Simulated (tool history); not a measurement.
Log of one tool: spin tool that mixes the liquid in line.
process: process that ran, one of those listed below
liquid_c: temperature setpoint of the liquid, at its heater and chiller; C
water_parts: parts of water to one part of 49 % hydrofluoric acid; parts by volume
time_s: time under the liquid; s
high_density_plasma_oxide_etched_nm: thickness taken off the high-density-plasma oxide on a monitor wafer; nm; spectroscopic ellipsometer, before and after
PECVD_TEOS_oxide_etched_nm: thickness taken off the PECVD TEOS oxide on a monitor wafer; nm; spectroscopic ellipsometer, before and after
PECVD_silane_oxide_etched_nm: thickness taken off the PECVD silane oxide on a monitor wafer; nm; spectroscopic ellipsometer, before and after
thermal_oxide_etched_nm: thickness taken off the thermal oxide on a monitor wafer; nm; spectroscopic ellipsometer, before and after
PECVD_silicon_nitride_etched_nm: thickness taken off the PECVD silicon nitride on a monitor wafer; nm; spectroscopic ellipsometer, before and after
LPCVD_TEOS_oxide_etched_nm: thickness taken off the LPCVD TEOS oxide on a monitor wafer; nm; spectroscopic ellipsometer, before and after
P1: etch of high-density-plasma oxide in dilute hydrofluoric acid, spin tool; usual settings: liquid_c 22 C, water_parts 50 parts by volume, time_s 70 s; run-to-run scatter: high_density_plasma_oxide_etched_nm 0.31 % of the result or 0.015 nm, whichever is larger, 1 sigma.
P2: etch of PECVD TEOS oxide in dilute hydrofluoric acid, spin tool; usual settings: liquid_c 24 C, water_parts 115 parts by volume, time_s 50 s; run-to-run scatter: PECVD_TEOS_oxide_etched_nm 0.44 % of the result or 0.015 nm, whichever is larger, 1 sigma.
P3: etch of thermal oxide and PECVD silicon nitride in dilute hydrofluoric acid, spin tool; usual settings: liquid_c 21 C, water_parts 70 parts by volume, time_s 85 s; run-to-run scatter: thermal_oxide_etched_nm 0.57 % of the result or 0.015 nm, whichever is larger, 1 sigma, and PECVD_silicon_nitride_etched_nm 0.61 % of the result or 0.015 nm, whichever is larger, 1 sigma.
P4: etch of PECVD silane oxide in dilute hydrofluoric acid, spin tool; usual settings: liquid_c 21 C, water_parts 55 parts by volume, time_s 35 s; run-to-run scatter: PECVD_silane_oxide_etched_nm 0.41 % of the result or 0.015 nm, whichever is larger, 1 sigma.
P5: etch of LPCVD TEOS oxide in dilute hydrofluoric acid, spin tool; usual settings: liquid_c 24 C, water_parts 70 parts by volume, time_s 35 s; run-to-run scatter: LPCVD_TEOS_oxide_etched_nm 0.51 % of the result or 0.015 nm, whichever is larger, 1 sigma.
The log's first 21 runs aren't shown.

run	day	process	liquid_c	water_parts	time_s	hours since the thermometer was replaced	hours since the hydrofluoric acid flow meter was replaced	high_density_plasma_oxide_etched_nm	PECVD_TEOS_oxide_etched_nm	PECVD_silane_oxide_etched_nm	thermal_oxide_etched_nm	PECVD_silicon_nitride_etched_nm	LPCVD_TEOS_oxide_etched_nm
22	5.992	P2	31.5	115	50	969.5	620.5		15.619				
23	6.171	P5	18	70	35	973.8	624.8						22.118
24	6.542	P4	27	55	35	982.7	633.7			25.526			
25	6.742	P2	24	115	50	987.5	638.5		11.767				
26	6.992	P3	21	70	135	993.5	644.5				7.9882	9.3256	
27	7.271	P4	21	95	35	1000.2	651.2			10.998			
28	7.583	P4	21	55	15	1007.7	658.7			8.6277			
29	7.808	P1	18	50	70	1013.1	664.1	8.8202					
30	8.142	P5	24	70	35	1021.1	672.1						28.567

The next listed run, before its measurement:
31	8.462	P1	22	50	70	1028.8	679.8	?					

Run 31 gave high_density_plasma_oxide_etched_nm 10.446 nm.
